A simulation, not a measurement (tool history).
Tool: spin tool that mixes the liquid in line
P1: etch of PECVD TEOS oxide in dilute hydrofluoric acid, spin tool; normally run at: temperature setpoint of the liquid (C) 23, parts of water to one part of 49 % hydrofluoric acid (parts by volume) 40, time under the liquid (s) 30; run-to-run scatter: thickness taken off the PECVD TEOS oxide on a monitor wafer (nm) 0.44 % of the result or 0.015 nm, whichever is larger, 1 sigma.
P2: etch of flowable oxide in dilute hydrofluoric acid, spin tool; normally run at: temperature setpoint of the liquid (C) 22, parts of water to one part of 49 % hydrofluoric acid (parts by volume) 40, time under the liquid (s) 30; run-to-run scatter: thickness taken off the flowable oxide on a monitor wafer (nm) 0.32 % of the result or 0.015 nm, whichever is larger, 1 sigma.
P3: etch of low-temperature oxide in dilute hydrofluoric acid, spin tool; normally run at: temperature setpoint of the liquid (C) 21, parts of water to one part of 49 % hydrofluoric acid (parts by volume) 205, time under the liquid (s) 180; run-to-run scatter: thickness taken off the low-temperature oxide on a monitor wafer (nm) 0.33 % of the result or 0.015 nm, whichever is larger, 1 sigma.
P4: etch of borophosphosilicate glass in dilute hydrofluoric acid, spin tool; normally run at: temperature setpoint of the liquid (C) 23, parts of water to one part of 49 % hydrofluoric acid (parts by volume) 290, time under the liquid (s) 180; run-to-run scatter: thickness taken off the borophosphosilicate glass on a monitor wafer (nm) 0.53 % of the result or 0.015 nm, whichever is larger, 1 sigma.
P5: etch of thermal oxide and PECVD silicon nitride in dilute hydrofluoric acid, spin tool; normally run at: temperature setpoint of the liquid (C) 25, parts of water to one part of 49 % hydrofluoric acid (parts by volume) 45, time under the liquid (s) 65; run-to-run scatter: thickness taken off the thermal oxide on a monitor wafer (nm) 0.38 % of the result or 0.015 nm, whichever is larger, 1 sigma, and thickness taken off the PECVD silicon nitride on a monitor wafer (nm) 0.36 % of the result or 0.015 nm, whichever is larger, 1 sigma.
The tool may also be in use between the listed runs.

run,day,process that ran,temperature setpoint of the liquid (C),parts of water to one part of 49 % hydrofluoric acid (parts by volume),time under the liquid (s),hours since the thermometer was replaced,hours since the hydrofluoric acid flow meter was replaced,thickness taken off the PECVD TEOS oxide on a monitor wafer (nm),thickness taken off the borophosphosilicate glass on a monitor wafer (nm),thickness taken off the flowable oxide on a monitor wafer (nm),thickness taken off the thermal oxide on a monitor wafer (nm),thickness taken off the PECVD silicon nitride on a monitor wafer (nm),thickness taken off the low-temperature oxide on a monitor wafer (nm)
1,0.192,P1,23,40,30,1024.6,645.7,14.539,,,,,
2,0.371,P4,19,290,180,1028.9,650,,17.438,,,,
3,0.517,P1,23,40,30,1032.4,653.5,14.54,,,,,
4,0.721,P1,28.5,40,30,1037.3,658.4,18.121,,,,,
5,0.942,P1,23,40,30,1042.6,663.7,14.53,,,,,
6,1.254,P1,23,40,30,1050.1,671.2,14.505,,,,,
7,1.417,P2,17,40,30,1054,675.1,,,19.593,,,
8,1.717,P4,23,290,285,1061.2,682.3,,32.079,,,,
9,2.021,P5,25,20,65,1068.5,689.6,,,,18.638,18.113,
10,2.308,P4,23,290,180,1075.4,696.5,,20.05,,,,
11,2.588,P1,23,55,60,1082.1,703.2,20.658,,,,,
12,2.896,P5,25,45,130,1089.5,710.6,,,,15.98,16.506,
13,3.158,P3,21,205,15,1095.8,716.9,,,,,,1.0461
14,3.292,P1,23,20,30,1099,720.1,29.732,,,,,
15,3.6,P2,22,60,30,1106.4,727.5,,,15.72,,,
16,3.792,P1,23,70,30,1111,732.1,7.9099,,,,,
17,4.075,P5,25,45,65,1117.8,738.9,,,,8.0033,8.2833,
18,4.283,P3,21,50,180,1122.8,743.9,,,,,,62.117
19,4.542,P1,23,60,45,1129,750.1,14.04,,,,,
20,4.754,P1,23,40,30,1134.1,755.2,14.533,,,,,
21,5.021,P5,32.5,45,65,1140.5,761.6,,,,10.722,13.623,
22,5.225,P1,17,40,30,1145.4,766.5,11.234,,,,,
23,5.512,P2,22,40,30,1152.3,773.4,,,24.244,,,
24,5.738,P3,21,205,180,1157.7,778.8,,,,,,12.798
25,5.95,P5,25,45,65,1162.8,783.9,,,,7.9762,8.2932,
26,6.125,P2,22,40,45,1167,788.1,,,36.295,,,

The next listed run, before its measurement:
27,6.4,P1,23,40,50,1173.6,794.7,?,,,,,

thickness taken off the PECVD TEOS oxide on a monitor wafer (nm): 24.164

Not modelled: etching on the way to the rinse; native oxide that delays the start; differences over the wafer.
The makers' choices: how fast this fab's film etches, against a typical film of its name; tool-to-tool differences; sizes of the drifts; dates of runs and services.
